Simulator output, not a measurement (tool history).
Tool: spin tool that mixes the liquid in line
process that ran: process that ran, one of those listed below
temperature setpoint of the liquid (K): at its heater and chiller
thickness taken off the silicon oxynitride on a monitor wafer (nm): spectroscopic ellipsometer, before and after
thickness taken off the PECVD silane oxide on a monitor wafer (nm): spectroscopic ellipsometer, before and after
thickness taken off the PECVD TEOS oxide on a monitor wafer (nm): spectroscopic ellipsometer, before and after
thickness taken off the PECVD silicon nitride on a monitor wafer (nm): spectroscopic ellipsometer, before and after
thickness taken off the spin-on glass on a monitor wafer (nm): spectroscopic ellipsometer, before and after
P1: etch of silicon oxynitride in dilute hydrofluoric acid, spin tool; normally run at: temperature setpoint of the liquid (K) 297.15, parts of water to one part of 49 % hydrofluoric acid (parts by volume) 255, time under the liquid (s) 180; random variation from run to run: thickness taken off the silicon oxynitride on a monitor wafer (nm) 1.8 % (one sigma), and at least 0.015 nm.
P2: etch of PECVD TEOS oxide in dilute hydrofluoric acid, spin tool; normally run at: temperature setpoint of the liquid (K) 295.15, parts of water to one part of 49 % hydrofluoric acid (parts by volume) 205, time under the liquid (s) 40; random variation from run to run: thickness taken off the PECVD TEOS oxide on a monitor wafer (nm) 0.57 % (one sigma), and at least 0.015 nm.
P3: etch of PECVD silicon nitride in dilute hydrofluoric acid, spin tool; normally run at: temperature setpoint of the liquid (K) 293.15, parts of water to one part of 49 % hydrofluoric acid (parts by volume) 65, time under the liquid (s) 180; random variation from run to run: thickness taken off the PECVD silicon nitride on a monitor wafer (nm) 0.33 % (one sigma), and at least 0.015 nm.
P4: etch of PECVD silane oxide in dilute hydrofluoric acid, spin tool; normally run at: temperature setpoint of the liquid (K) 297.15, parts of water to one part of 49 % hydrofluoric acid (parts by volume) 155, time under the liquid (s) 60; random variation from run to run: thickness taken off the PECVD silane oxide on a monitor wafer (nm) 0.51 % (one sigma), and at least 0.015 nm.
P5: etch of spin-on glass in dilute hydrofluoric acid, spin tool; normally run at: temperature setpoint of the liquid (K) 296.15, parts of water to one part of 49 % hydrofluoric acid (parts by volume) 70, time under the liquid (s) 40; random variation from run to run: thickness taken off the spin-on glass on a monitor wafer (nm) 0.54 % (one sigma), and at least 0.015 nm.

run	hour	process that ran	temperature setpoint of the liquid (K)	parts of water to one part of 49 % hydrofluoric acid (parts by volume)	time under the liquid (s)	hours since the thermometer was replaced	hours since the hydrofluoric acid flow meter was replaced	thickness taken off the silicon oxynitride on a monitor wafer (nm)	thickness taken off the PECVD silane oxide on a monitor wafer (nm)	thickness taken off the PECVD TEOS oxide on a monitor wafer (nm)	thickness taken off the PECVD silicon nitride on a monitor wafer (nm)	thickness taken off the spin-on glass on a monitor wafer (nm)
1	8.2	P1	297.15	255	180	399.1	1040.1	1.4512				
2	16.2	P1	297.15	255	180	407.1	1048.1	1.4137				
3	26.4	P4	297.15	80	60	417.3	1058.3		17.289			
# hour 35.4: hydrofluoric acid flow meter replaced
4	36.7	P2	295.15	205	40	427.6	1.3			4.6388		
5	48.2	P3	293.15	65	360	439.1	12.8				15.154	
6	57.1	P2	301.65	205	40	448	21.7			5.8063		
7	64.7	P1	293.65	255	15	455.6	29.3	0.11906				
8	76.8	P2	295.15	115	40	467.7	41.4			9.0037		
9	83.4	P2	295.15	205	15	474.3	48			1.7119		
10	92.9	P1	297.15	255	180	483.8	57.5	1.4523				
11	100	P1	297.15	110	180	490.9	64.6	3.8134				
12	106.9	P3	293.15	20	180	497.8	71.5				23.542	
13	116.4	P5	296.15	70	40	507.3	81					35.162
14	122.8	P1	290.15	425	180	513.7	87.4	0.58391				
15	133.7	P5	296.15	70	15	524.6	98.3					13.171
16	141.2	P4	297.15	155	60	532.1	105.8		8.2052			
17	147.2	P1	290.15	255	180	538.1	111.8	1.0636				
18	158.6	P5	296.15	70	40	549.5	123.2					35.079
19	169	P1	297.15	255	180	559.9	133.6	1.4622				
20	177.2	P1	297.15	455	180	568.1	141.8	0.75415				
21	185.7	P3	293.15	65	180	576.6	150.3				7.5808	
22	193.8	P1	297.15	255	355	584.7	158.4	2.8361				
23	202.6	P4	297.15	155	100	593.5	167.2		13.623			
24	215.3	P4	297.15	155	60	606.2	179.9		8.2333			
25	222.2	P1	297.15	255	180	613.1	186.8	1.4907				
26	232.5	P1	297.15	255	70	623.4	197.1	0.546				
27	241.6	P2	295.15	205	40	632.5	206.2			4.6049		
28	251.2	P1	297.15	255	180	642.1	215.8	1.4649				
29	262.3	P3	290.15	65	180	653.2	226.9				6.1262	
30	271.4	P5	303.65	70	40	662.3	236					46.68
31	281.3	P5	296.15	20	40	672.2	245.9					130.14
32	289.8	P1	300.65	255	180	680.7	254.4	1.6784				
33	295.3	P4	293.15	155	60	686.2	259.9		6.967			
34	302.3	P1	297.15	255	180	693.2	266.9	1.4626				
35	309.5	P1	297.15	255	180	700.4	274.1	1.4597				
36	315.8	P1	297.15	255	180	706.7	280.4	1.5115				
37	326.7	P1	297.15	255	180	717.6	291.3	1.5119				
38	333.4	P1	297.15	255	180	724.3	298	1.5637				
39	343.1	P1	297.15	255	180	734	307.7	1.6017				
40	349.2	P1	297.15	255	180	740.1	313.8	1.5926				
41	357.8	P1	297.15	255	180	748.7	322.4	1.5566				
42	364.3	P1	297.15	255	180	755.2	328.9	1.626				
43	370.6	P1	297.15	255	180	761.5	335.2	1.568				

What P1 gives has crept away from where it was. These 2 causes fit the log equally well, each at the size given:
A: hydrofluoric acid flow above the setpoint (%) = 9.15
B: liquid hotter than its thermometer reads (K) = 2.41
The creep began at about hour 309.5.

4 check runs are offered, one wafer each, their results left as question marks. Which one tells the causes apart?
check 1	376.9	P3	290.15	65	180						?	
check 2	376.9	P2	295.15	125	15					?		
check 3	376.9	P5	303.65	20	40							?
check 4	376.9	P4	297.15	105	90				?			

What each check would give under each cause:
check	result	if A	if B
check 1	thickness taken off the PECVD silicon nitride on a monitor wafer (nm)	6.6862	7.2707
check 2	thickness taken off the PECVD TEOS oxide on a monitor wafer (nm)	3.3878	3.3709
check 3	thickness taken off the spin-on glass on a monitor wafer (nm)	194.73	195.86
check 4	thickness taken off the PECVD silane oxide on a monitor wafer (nm)	21.265	21.174
How far apart the two closest causes lie, in the result that separates them most: check 1 8.38 %; check 2 0.5 %; check 3 0.58 %; check 4 0.43 %
Only check 1 tells the causes apart: in the others they would give nearly the same result.

Then check 1 was run and gave: thickness taken off the PECVD silicon nitride on a monitor wafer (nm) 6.6986. Which cause is it?

It is A: hydrofluoric acid flow above the setpoint (%).

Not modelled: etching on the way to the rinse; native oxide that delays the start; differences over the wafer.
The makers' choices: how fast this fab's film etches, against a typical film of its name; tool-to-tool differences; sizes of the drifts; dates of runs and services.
